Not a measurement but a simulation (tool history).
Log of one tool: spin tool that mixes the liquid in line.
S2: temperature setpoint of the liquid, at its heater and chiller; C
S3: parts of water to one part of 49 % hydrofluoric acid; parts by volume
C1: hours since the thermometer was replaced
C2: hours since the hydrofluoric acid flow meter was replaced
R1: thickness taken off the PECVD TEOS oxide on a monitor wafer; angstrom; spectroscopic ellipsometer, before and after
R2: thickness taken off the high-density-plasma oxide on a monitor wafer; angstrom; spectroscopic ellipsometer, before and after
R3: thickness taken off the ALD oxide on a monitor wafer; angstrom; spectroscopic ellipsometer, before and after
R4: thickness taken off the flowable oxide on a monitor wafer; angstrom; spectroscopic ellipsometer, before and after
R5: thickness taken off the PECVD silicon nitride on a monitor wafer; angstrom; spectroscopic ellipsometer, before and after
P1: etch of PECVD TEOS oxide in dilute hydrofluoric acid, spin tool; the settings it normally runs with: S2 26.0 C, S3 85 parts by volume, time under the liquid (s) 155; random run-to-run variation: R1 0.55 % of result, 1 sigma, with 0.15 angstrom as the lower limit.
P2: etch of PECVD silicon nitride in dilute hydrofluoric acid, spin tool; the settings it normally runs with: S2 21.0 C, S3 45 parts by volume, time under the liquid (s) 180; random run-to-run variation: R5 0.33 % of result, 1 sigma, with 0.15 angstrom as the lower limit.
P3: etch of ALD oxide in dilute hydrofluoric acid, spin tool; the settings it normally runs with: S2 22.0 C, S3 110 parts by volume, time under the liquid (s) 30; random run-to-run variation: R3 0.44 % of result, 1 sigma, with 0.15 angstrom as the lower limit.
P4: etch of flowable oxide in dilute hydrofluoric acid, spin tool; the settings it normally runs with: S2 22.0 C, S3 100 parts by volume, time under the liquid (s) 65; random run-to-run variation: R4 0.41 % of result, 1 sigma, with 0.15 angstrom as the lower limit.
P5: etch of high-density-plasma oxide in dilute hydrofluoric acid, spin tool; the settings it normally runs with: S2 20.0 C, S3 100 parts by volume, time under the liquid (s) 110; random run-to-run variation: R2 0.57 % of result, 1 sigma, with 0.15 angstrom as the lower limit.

Run 1, hour 6.0: process that ran P1, S2 26.0 C, S3 85 parts by volume, time under the liquid (s) 155; C1 212.9; C2 904.2. Result: R1 426.58 angstrom.
Run 2, hour 12.9: process that ran P5, S2 20.0 C, S3 100 parts by volume, time under the liquid (s) 180; C1 219.8; C2 911.1. Result: R2 76.319 angstrom.
Run 3, hour 19.2: process that ran P5, S2 20.0 C, S3 40 parts by volume, time under the liquid (s) 110; C1 226.1; C2 917.4. Result: R2 124.400 angstrom.
At hour 25.0: hydrofluoric acid flow meter replaced.
Run 4, hour 25.6: process that ran P1, S2 26.0 C, S3 85 parts by volume, time under the liquid (s) 230; C1 232.5; C2 0.7. Result: R1 627.33 angstrom.
Run 5, hour 31.6: process that ran P1, S2 26.0 C, S3 85 parts by volume, time under the liquid (s) 85; C1 238.5; C2 6.7. Result: R1 231.62 angstrom.
Run 6, hour 37.7: process that ran P3, S2 22.0 C, S3 110 parts by volume, time under the liquid (s) 30; C1 244.6; C2 12.8. Result: R3 47.548 angstrom.
Run 7, hour 43.2: process that ran P3, S2 22.0 C, S3 65 parts by volume, time under the liquid (s) 30; C1 250.1; C2 18.3. Result: R3 84.103 angstrom.
Run 8, hour 48.0: process that ran P1, S2 33.5 C, S3 85 parts by volume, time under the liquid (s) 155; C1 254.9; C2 23.1. Result: R1 561.46 angstrom.
Run 9, hour 52.4: process that ran P4, S2 22.0 C, S3 165 parts by volume, time under the liquid (s) 65; C1 259.3; C2 27.5. Result: R4 139.17 angstrom.
Run 10, hour 58.3: process that ran P4, S2 22.0 C, S3 100 parts by volume, time under the liquid (s) 130; C1 265.2; C2 33.4. Result: R4 487.07 angstrom.
Run 11, hour 63.6: process that ran P1, S2 26.0 C, S3 130 parts by volume, time under the liquid (s) 60; C1 270.5; C2 38.7. Result: R1 101.23 angstrom.
Run 12, hour 67.5: process that ran P1, S2 26.0 C, S3 120 parts by volume, time under the liquid (s) 155; C1 274.4; C2 42.6. Result: R1 289.31 angstrom.
Run 13, hour 73.8: process that ran P1, S2 33.0 C, S3 25 parts by volume, time under the liquid (s) 155; C1 280.7; C2 48.9. Result: R1 2100.60 angstrom.
Run 14, hour 79.7: process that ran P1, S2 26.0 C, S3 85 parts by volume, time under the liquid (s) 155; C1 286.6; C2 54.8. Result: R1 419.47 angstrom.
Run 15, hour 85.9: process that ran P5, S2 17.0 C, S3 100 parts by volume, time under the liquid (s) 110; C1 292.8; C2 61.0. Result: R2 40.910 angstrom.
Run 16, hour 91.8: process that ran P5, S2 20.0 C, S3 100 parts by volume, time under the liquid (s) 110; C1 298.7; C2 66.9. Result: R2 46.340 angstrom.
Run 17, hour 98.5: process that ran P4, S2 29.0 C, S3 100 parts by volume, time under the liquid (s) 65; C1 305.4; C2 73.6. Result: R4 322.52 angstrom.
Run 18, hour 102.5: process that ran P1, S2 26.0 C, S3 85 parts by volume, time under the liquid (s) 155; C1 309.4; C2 77.6. Result: R1 420.51 angstrom.
Run 19, hour 106.1: process that ran P1, S2 18.0 C, S3 85 parts by volume, time under the liquid (s) 155; C1 313.0; C2 81.2. Result: R1 304.57 angstrom.
Run 20, hour 112.7: process that ran P2, S2 17.0 C, S3 45 parts by volume, time under the liquid (s) 180; C1 319.6; C2 87.8. Result: R5 93.541 angstrom.
Run 21, hour 117.0: process that ran P2, S2 21.0 C, S3 45 parts by volume, time under the liquid (s) 180; C1 323.9; C2 92.1. Result: R5 123.980 angstrom.
Run 22, hour 120.4: process that ran P1, S2 26.0 C, S3 25 parts by volume, time under the liquid (s) 155; C1 327.3; C2 95.5. Result: R1 1557.80 angstrom.
Run 23, hour 124.6: process that ran P3, S2 22.0 C, S3 110 parts by volume, time under the liquid (s) 15; C1 331.5; C2 99.7. Result: R3 23.621 angstrom.
Run 24, hour 130.0: process that ran P4, S2 22.0 C, S3 100 parts by volume, time under the liquid (s) 65; C1 336.9; C2 105.1. Result: R4 244.77 angstrom.
Run 25, hour 134.7: process that ran P3, S2 28.0 C, S3 110 parts by volume, time under the liquid (s) 30; C1 341.6; C2 109.8. Result: R3 60.126 angstrom.
Run 26, hour 137.9: process that ran P1, S2 26.0 C, S3 85 parts by volume, time under the liquid (s) 155; C1 344.8; C2 113.0. Result: R1 423.38 angstrom.
Run 27, hour 142.8: process that ran P2, S2 21.0 C, S3 25 parts by volume, time under the liquid (s) 180; C1 349.7; C2 117.9. Result: R5 219.090 angstrom.
Run 28, hour 145.9: process that ran P2, S2 21.0 C, S3 45 parts by volume, time under the liquid (s) 20; C1 352.8; C2 121.0. Result: R5 13.750 angstrom.
Run 29, hour 151.3: process that ran P1, S2 26.0 C, S3 85 parts by volume, time under the liquid (s) 155; C1 358.2; C2 126.4. Result: R1 422.05 angstrom.
Run 30, hour 157.6: process that ran P1, S2 26.0 C, S3 85 parts by volume, time under the liquid (s) 155; C1 364.5; C2 132.7. Result: R1 424.32 angstrom.
Run 31, hour 164.2: process that ran P1, S2 26.0 C, S3 85 parts by volume, time under the liquid (s) 155; C1 371.1; C2 139.3. Result: R1 423.82 angstrom.
Run 32, hour 168.2: process that ran P1, S2 26.0 C, S3 85 parts by volume, time under the liquid (s) 155; C1 375.1; C2 143.3. Result: R1 412.67 angstrom.
Run 33, hour 173.4: process that ran P1, S2 26.0 C, S3 85 parts by volume, time under the liquid (s) 155; C1 380.3; C2 148.5. Result: R1 399.36 angstrom.
Run 34, hour 177.7: process that ran P1, S2 26.0 C, S3 85 parts by volume, time under the liquid (s) 155; C1 384.6; C2 152.8. Result: R1 396.27 angstrom.
Run 35, hour 182.0: process that ran P1, S2 26.0 C, S3 85 parts by volume, time under the liquid (s) 155; C1 388.9; C2 157.1. Result: R1 391.12 angstrom.
Run 36, hour 188.3: process that ran P1, S2 26.0 C, S3 85 parts by volume, time under the liquid (s) 155; C1 395.2; C2 163.4. Result: R1 396.62 angstrom.
Run 37, hour 193.7: process that ran P1, S2 26.0 C, S3 85 parts by volume, time under the liquid (s) 155; C1 400.6; C2 168.8. Result: R1 390.47 angstrom.
Run 38, hour 196.9: process that ran P1, S2 26.0 C, S3 85 parts by volume, time under the liquid (s) 155; C1 403.8; C2 172.0. Result: R1 393.88 angstrom.

Something has made what P1 gives creep away from where it was; the 2 causes below, each at its own stated size, fit the log equally well:
A: liquid colder than its thermometer reads (K) = 2
B: hydrofluoric acid flow below the setpoint (%) = 6.84
The onset of the drift is placed at about hour 164.2.

Each of the 4 check runs below uses one wafer; its results are left as question marks. Which run tells the causes apart?
Run check 1, hour 200.1: process that ran P5, S2 17.0 C, S3 70 parts by volume, time under the liquid (s) 110. Result: R2 ?.
Run check 2, hour 200.1: process that ran P3, S2 27.5 C, S3 110 parts by volume, time under the liquid (s) 15. Result: R3 ?.
Run check 3, hour 200.1: process that ran P2, S2 21.0 C, S3 45 parts by volume, time under the liquid (s) 90. Result: R5 ?.
Run check 4, hour 200.1: process that ran P4, S2 28.0 C, S3 100 parts by volume, time under the liquid (s) 105. Result: R4 ?.

Check results expected under each cause:
  check  result    if A    if B
check 1      R2  55.507  56.076
check 2      R3  27.158  27.034
check 3      R5  54.077  58.022
check 4      R4  464.85  463.19
Separation of the two closest causes in each check, using whichever result separates them best: check 1 1.02 %; check 2 0.46 %; check 3 7.04 %; check 4 0.36 %
Only check 3 tells the causes apart: in the others they would give nearly the same result.

Check 3 was carried out, with these results: R5 54.260 angstrom. Which of the listed causes is responsible?

It was cause A: liquid colder than its thermometer reads (K).
